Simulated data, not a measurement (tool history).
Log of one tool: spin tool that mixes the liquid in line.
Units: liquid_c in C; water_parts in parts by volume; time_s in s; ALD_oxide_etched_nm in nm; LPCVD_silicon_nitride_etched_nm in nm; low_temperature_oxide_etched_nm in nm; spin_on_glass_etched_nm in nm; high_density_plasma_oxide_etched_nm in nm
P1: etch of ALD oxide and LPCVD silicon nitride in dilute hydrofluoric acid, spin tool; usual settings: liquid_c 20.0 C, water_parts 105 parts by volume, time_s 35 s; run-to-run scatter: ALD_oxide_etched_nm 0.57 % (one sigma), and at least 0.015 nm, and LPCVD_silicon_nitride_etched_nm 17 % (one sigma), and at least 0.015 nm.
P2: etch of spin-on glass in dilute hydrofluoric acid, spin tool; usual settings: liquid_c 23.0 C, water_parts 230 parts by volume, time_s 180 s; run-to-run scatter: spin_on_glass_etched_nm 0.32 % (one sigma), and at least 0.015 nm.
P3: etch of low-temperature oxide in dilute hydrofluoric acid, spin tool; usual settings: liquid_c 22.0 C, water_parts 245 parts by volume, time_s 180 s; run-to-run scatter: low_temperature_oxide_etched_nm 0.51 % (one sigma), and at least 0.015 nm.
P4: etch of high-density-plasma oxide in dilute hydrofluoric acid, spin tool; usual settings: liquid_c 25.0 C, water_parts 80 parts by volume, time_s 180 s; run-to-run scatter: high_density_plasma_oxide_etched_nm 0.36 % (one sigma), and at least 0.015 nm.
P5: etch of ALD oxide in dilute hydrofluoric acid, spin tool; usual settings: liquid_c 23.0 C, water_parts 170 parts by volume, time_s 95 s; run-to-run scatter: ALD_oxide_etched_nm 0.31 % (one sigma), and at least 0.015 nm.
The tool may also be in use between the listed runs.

run,hour,process,liquid_c,water_parts,time_s,ALD_oxide_etched_nm,LPCVD_silicon_nitride_etched_nm,low_temperature_oxide_etched_nm,spin_on_glass_etched_nm,high_density_plasma_oxide_etched_nm
1,13.0,P1,20.0,105,35,4.5572,0.079336,,,
2,24.7,P3,22.0,125,180,,,18.0820,,
3,33.8,P1,24.0,105,35,5.3598,0.171390,,,
4,42.8,P1,20.0,25,35,21.2090,0.517430,,,
5,50.3,P1,25.5,105,15,2.4766,0.059895,,,
# hour 57.9: thermometer replaced
6,62.2,P2,23.0,230,180,,,,20.0320,
7,69.4,P1,20.0,105,35,4.5543,0.083423,,,
8,76.8,P1,20.0,105,20,2.6510,0.036097,,,
9,88.9,P2,23.0,405,180,,,,9.6284,
10,94.8,P3,22.0,245,85,,,3.8232,,
11,107.5,P1,20.0,105,55,7.2783,0.112880,,,
12,118.3,P1,20.0,185,35,2.3847,0.067747,,,
13,126.2,P2,23.0,230,180,,,,19.9410,
14,134.5,P4,25.0,130,180,,,,,12.341
15,143.0,P1,20.0,105,35,4.5821,0.133840,,,
16,153.3,P3,17.5,245,180,,,6.8789,,
17,159.5,P4,32.5,80,180,,,,,28.587
18,169.5,P5,17.0,170,95,7.0794,,,,
19,177.9,P1,17.0,105,35,4.0165,0.102370,,,
20,188.3,P2,23.0,230,15,,,,1.6976,
21,194.3,P1,20.0,105,35,4.6615,0.133230,,,
22,200.8,P5,23.0,170,95,8.9467,,,,
23,209.0,P2,30.0,230,180,,,,25.6070,
24,216.4,P4,25.0,80,180,,,,,21.282
25,228.4,P5,23.0,35,95,51.0760,,,,
26,235.5,P3,22.0,245,180,,,8.0937,,
27,243.2,P4,25.0,80,295,,,,,35.062
28,249.3,P5,23.0,170,140,13.2290,,,,
29,262.4,P1,20.0,105,35,4.5473,0.164650,,,
30,273.2,P1,20.0,105,35,4.7552,0.117980,,,
31,285.6,P1,20.0,105,35,4.8299,0.121660,,,
32,291.9,P1,20.0,105,35,4.8469,0.081653,,,
33,302.1,P1,20.0,105,35,4.9569,0.081422,,,
34,312.7,P1,20.0,105,35,4.9452,0.136340,,,
35,320.2,P1,20.0,105,35,4.9461,0.107200,,,
36,328.6,P1,20.0,105,35,4.8855,0.104820,,,
37,335.3,P1,20.0,105,35,4.9859,0.184740,,,
38,342.1,P1,20.0,105,35,4.9151,0.124960,,,

What P1 gives has crept away from where it was. These 2 causes fit the log equally well, each at the size given:
A: hydrofluoric acid flow above the setpoint (%) = 7.02
B: liquid hotter than its thermometer reads (K) = 1.86
The creep began at about hour 262.4.

4 check runs are offered, one wafer each, their results left as question marks. Which one tells the causes apart?
check 1,348.9,P2,26.0,405,180,,,,?,
check 2,348.9,P4,32.0,80,180,,,,,?
check 3,348.9,P5,23.0,65,95,?,,,,
check 4,348.9,P3,22.0,130,180,,,?,,

What each check would give under each cause:
check,result,if A,if B
check 1,spin_on_glass_etched_nm,11.6140,11.2230
check 2,high_density_plasma_oxide_etched_nm,30.196,29.992
check 3,ALD_oxide_etched_nm,28.4770,28.5480
check 4,low_temperature_oxide_etched_nm,18.6070,18.5210
How far apart the two closest causes lie, in the result that separates them most: check 1 3.42 %; check 2 0.68 %; check 3 0.25 %; check 4 0.46 %
Check 1 tells the causes apart: in the others they would give nearly the same result.

Check 1 was then run and gave: spin_on_glass_etched_nm 11.5680 nm. Which cause is it?

It is A: hydrofluoric acid flow above the setpoint (%).
